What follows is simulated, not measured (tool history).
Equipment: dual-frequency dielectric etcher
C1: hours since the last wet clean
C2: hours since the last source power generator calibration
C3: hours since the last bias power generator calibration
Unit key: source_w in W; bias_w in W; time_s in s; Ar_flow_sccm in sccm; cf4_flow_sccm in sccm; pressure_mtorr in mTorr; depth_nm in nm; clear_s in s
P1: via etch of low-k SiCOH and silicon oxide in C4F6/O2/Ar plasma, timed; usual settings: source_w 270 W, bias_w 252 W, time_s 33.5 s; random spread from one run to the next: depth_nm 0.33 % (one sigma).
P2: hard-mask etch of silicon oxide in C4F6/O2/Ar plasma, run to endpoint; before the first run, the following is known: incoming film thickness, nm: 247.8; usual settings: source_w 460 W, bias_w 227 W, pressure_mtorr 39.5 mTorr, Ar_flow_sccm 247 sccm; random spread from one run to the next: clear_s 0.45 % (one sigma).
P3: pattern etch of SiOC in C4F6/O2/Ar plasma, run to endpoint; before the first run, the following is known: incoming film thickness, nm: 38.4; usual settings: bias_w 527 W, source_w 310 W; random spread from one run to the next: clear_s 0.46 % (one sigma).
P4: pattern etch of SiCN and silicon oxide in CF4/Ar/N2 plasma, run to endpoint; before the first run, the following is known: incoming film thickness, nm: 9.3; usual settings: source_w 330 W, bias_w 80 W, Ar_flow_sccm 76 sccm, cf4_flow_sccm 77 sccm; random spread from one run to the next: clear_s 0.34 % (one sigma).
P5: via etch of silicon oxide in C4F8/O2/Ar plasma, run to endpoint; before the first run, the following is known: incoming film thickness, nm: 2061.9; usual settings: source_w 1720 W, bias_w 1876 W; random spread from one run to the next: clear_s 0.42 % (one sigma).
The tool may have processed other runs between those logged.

Run 1, hour 13.1: process P1, source_w 270 W, bias_w 252 W, time_s 33.5 s; C1 246; C2 1249.5; C3 600.5. Result: depth_nm 76.733 nm.
Run 2, hour 26.6: process P4, source_w 330 W, bias_w 65 W, Ar_flow_sccm 76 sccm, cf4_flow_sccm 77 sccm; C1 259.5; C2 1263; C3 614. Result: clear_s 13.851 s.
Run 3, hour 34.8: process P1, source_w 270 W, bias_w 306 W, time_s 33.5 s; C1 267.7; C2 1271.2; C3 622.2. Result: depth_nm 82.231 nm.
Run 4, hour 47: process P3, source_w 230 W, bias_w 527 W; C1 279.9; C2 1283.4; C3 634.4. Result: clear_s 15.458 s.
Run 5, hour 54.4: process P3, source_w 310 W, bias_w 527 W; C1 287.3; C2 1290.8; C3 641.8. Result: clear_s 13.95 s.
Run 6, hour 66.9: process P4, source_w 330 W, bias_w 80 W, Ar_flow_sccm 106 sccm, cf4_flow_sccm 77 sccm; C1 299.8; C2 1303.3; C3 654.3. Result: clear_s 13.456 s.
Run 7, hour 73.6: process P1, source_w 270 W, bias_w 252 W, time_s 33.5 s; C1 306.5; C2 1310; C3 661. Result: depth_nm 76.564 nm.
Run 8, hour 85.6: process P4, source_w 430 W, bias_w 80 W, Ar_flow_sccm 76 sccm, cf4_flow_sccm 77 sccm; C1 318.5; C2 1322; C3 673. Result: clear_s 10.255 s.
Run 9, hour 92.4: process P1, source_w 270 W, bias_w 252 W, time_s 33.5 s; C1 325.3; C2 1328.8; C3 679.8. Result: depth_nm 76.652 nm.
Run 10, hour 99.6: process P4, source_w 330 W, bias_w 80 W, Ar_flow_sccm 76 sccm, cf4_flow_sccm 93 sccm; C1 332.5; C2 1336; C3 687. Result: clear_s 12.63 s.
Run 11, hour 107.1: process P2, source_w 330 W, bias_w 227 W, Ar_flow_sccm 247 sccm, pressure_mtorr 39.5 mTorr; C1 340; C2 1343.5; C3 694.5. Result: clear_s 79.862 s.
Run 12, hour 118.4: process P4, source_w 330 W, bias_w 80 W, Ar_flow_sccm 76 sccm, cf4_flow_sccm 77 sccm; C1 351.3; C2 1354.8; C3 705.8. Result: clear_s 12.881 s.
Run 13, hour 127.4: process P2, source_w 460 W, bias_w 137 W, Ar_flow_sccm 247 sccm, pressure_mtorr 39.5 mTorr; C1 360.3; C2 1363.8; C3 714.8. Result: clear_s 81.607 s.
At hour 129.8: bias power generator calibrated.
At hour 132: source power generator calibrated.
Run 14, hour 136.9: process P1, source_w 270 W, bias_w 252 W, time_s 33.5 s; C1 369.8; C2 4.9; C3 7.1. Result: depth_nm 76.876 nm.
Run 15, hour 148.3: process P1, source_w 270 W, bias_w 252 W, time_s 33.5 s; C1 381.2; C2 16.3; C3 18.5. Result: depth_nm 77.034 nm.
Run 16, hour 155: process P3, source_w 310 W, bias_w 527 W; C1 387.9; C2 23; C3 25.2. Result: clear_s 13.925 s.
Run 17, hour 162.4: process P2, source_w 460 W, bias_w 227 W, Ar_flow_sccm 247 sccm, pressure_mtorr 51 mTorr; C1 395.3; C2 30.4; C3 32.6. Result: clear_s 72.063 s.
Run 18, hour 172.8: process P1, source_w 270 W, bias_w 163 W, time_s 33.5 s; C1 405.7; C2 40.8; C3 43. Result: depth_nm 66.564 nm.
Run 19, hour 180.4: process P1, source_w 270 W, bias_w 252 W, time_s 22.5 s; C1 413.3; C2 48.4; C3 50.6. Result: depth_nm 51.594 nm.
Run 20, hour 192.2: process P3, source_w 310 W, bias_w 692 W; C1 425.1; C2 60.2; C3 62.4. Result: clear_s 12.349 s.
Run 21, hour 202.9: process P5, source_w 2320 W, bias_w 1876 W; C1 435.8; C2 70.9; C3 73.1. Result: clear_s 403.1 s.
Run 22, hour 213.2: process P2, source_w 460 W, bias_w 227 W, Ar_flow_sccm 247 sccm, pressure_mtorr 39.5 mTorr; C1 446.1; C2 81.2; C3 83.4. Result: clear_s 70.379 s.
Run 23, hour 222.6: process P1, source_w 190 W, bias_w 154 W, time_s 33.5 s; C1 455.5; C2 90.6; C3 92.8. Result: depth_nm 57.069 nm.
Run 24, hour 228.8: process P1, source_w 270 W, bias_w 252 W, time_s 46 s; C1 461.7; C2 96.8; C3 99. Result: depth_nm 105.19 nm.
Run 25, hour 238.9: process P2, source_w 460 W, bias_w 227 W, Ar_flow_sccm 174 sccm, pressure_mtorr 39.5 mTorr; C1 471.8; C2 106.9; C3 109.1. Result: clear_s 67.032 s.
Run 26, hour 250.1: process P1, source_w 320 W, bias_w 252 W, time_s 33.5 s; C1 483; C2 118.1; C3 120.3. Result: depth_nm 81.654 nm.
Run 27, hour 262.6: process P5, source_w 1720 W, bias_w 1876 W; C1 495.5; C2 130.6; C3 132.8. Result: clear_s 455.96 s.
Run 28, hour 272.5: process P1, source_w 200 W, bias_w 252 W, time_s 33.5 s; C1 505.4; C2 140.5; C3 142.7. Result: depth_nm 68.453 nm.
Run 29, hour 280.3: process P5, source_w 1720 W, bias_w 1876 W; C1 513.2; C2 148.3; C3 150.5. Result: clear_s 458.58 s.
Run 30, hour 288.3: process P1, source_w 270 W, bias_w 252 W, time_s 33.5 s; C1 521.2; C2 156.3; C3 158.5. Result: depth_nm 76.949 nm.
Run 31, hour 298.7: process P5, source_w 1720 W, bias_w 2421 W; C1 531.6; C2 166.7; C3 168.9. Result: clear_s 423.08 s.
Run 32, hour 305.5: process P1, source_w 270 W, bias_w 252 W, time_s 33.5 s; C1 538.4; C2 173.5; C3 175.7. Result: depth_nm 76.924 nm.
Run 33, hour 312.7: process P1, source_w 270 W, bias_w 252 W, time_s 33.5 s; C1 545.6; C2 180.7; C3 182.9. Result: depth_nm 76.343 nm.
Run 34, hour 321.1: process P1, source_w 270 W, bias_w 252 W, time_s 33.5 s; C1 554; C2 189.1; C3 191.3. Result: depth_nm 77.154 nm.
Run 35, hour 334.7: process P1, source_w 270 W, bias_w 252 W, time_s 33.5 s; C1 567.6; C2 202.7; C3 204.9. Result: depth_nm 78.051 nm.
At hour 337.8: wet clean of the chamber.
Run 36, hour 341.2: process P1, source_w 270 W, bias_w 252 W, time_s 33.5 s; C1 3.4; C2 209.2; C3 211.4. Result: depth_nm 78.405 nm.
Run 37, hour 348.9: process P1, source_w 270 W, bias_w 252 W, time_s 33.5 s; C1 11.1; C2 216.9; C3 219.1. Result: depth_nm 77.949 nm.
Run 38, hour 358.8: process P1, source_w 270 W, bias_w 252 W, time_s 33.5 s; C1 21; C2 226.8; C3 229. Result: depth_nm 78.462 nm.
Run 39, hour 367.2: process P1, source_w 270 W, bias_w 252 W, time_s 33.5 s; C1 29.4; C2 235.2; C3 237.4. Result: depth_nm 77.534 nm.
Run 40, hour 376: process P1, source_w 270 W, bias_w 252 W, time_s 33.5 s; C1 38.2; C2 244; C3 246.2. Result: depth_nm 78.687 nm.

What P1 gives has crept off from where it sat before. The 2 causes that follow fit the log equally well, each at the size noted:
A: bias power that arrives over what is set, % = 4.84
B: source power that arrives over what is set, % = 4.44
The onset of the drift is placed at about hour 312.7.
Every other cause this tool's parts could produce, and why it does not fit the log:
chamber walls in a state that raises the etch rate, %: was serviced at hour 337.8, once the creep was under way, yet the earlier output never came back

Of the 4 check runs below, each run on 2 wafers with the results averaged and each result still a question mark, which one would tell the listed causes apart?
Run check 1, hour 384.8: process P3, source_w 310 W, bias_w 690 W. Result: clear_s ?.
Run check 2, hour 384.8: process P5, source_w 1720 W, bias_w 2271 W. Result: clear_s ?.
Run check 3, hour 384.8: process P2, source_w 360 W, bias_w 227 W, Ar_flow_sccm 247 sccm, pressure_mtorr 39.5 mTorr. Result: clear_s ?.
Run check 4, hour 384.8: process P4, source_w 410 W, bias_w 80 W, Ar_flow_sccm 76 sccm, cf4_flow_sccm 77 sccm. Result: clear_s ?.

Outcome of each check run for each possible cause:
  check   result    if A    if B
check 1  clear_s  12.267  12.302
check 2  clear_s  424.54  423.24
check 3  clear_s  75.487  75.426
check 4  clear_s  10.513  10.276
Separation of the two closest causes in each check, using whichever result separates them best: check 1 0.29 %; check 2 0.31 %; check 3 0.08 %; check 4 2.28 %
Only check 4 tells the causes apart: in the others they would give nearly the same result.

Check 4 was carried out, with these results: clear_s 10.521 s. Which of the listed causes is responsible?

It was cause A: bias power that arrives over what is set, %.

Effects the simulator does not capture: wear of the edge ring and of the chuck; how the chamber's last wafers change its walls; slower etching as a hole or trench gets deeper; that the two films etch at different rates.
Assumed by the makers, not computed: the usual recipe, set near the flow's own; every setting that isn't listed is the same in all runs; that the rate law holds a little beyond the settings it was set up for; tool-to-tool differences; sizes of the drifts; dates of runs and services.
